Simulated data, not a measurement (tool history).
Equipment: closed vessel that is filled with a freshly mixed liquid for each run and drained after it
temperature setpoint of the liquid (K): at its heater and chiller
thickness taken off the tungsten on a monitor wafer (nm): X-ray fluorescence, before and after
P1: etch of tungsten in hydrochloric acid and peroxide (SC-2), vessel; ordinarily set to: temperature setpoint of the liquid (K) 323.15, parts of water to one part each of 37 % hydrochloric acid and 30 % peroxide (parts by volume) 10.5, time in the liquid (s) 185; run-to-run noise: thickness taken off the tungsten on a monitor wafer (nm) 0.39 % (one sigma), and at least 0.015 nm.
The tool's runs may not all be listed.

run	day	temperature setpoint of the liquid (K)	parts of water to one part each of 37 % hydrochloric acid and 30 % peroxide (parts by volume)	time in the liquid (s)	hours since the thermometer was replaced	hours since the chemicals flow meter was replaced	hours since the drum of peroxide was connected	thickness taken off the tungsten on a monitor wafer (nm)
1	0.146	323.15	10.5	185	507.5	92.3	912.1	23.4420
2	0.312	323.15	10.5	185	511.5	96.3	916.1	23.5490
3	0.442	308.65	10.5	185	514.6	99.4	919.2	8.5298
4	0.629	323.15	10.5	185	519.1	103.9	923.7	23.5840
# day 0.742: new drum of peroxide connected
5	0.800	323.15	10.5	185	523.2	108.0	1.4	23.5660
6	0.938	323.15	10.5	185	526.5	111.3	4.7	23.5210
7	1.112	323.15	17.0	185	530.7	115.5	8.9	15.4510
8	1.233	339.65	10.5	185	533.6	118.4	11.8	66.7500
9	1.458	323.15	10.5	185	539.0	123.8	17.2	23.5310
# day 1.467: thermometer replaced
10	1.625	323.15	4.0	185	3.9	127.8	21.2	49.0380
11	1.754	323.15	10.5	85	7.0	130.9	24.3	10.7750

The next listed run, before its measurement:
12	1.896	323.15	10.5	365	10.4	134.3	27.7	?

{"run 12": {"thickness taken off the tungsten on a monitor wafer (nm)": 46.053}}
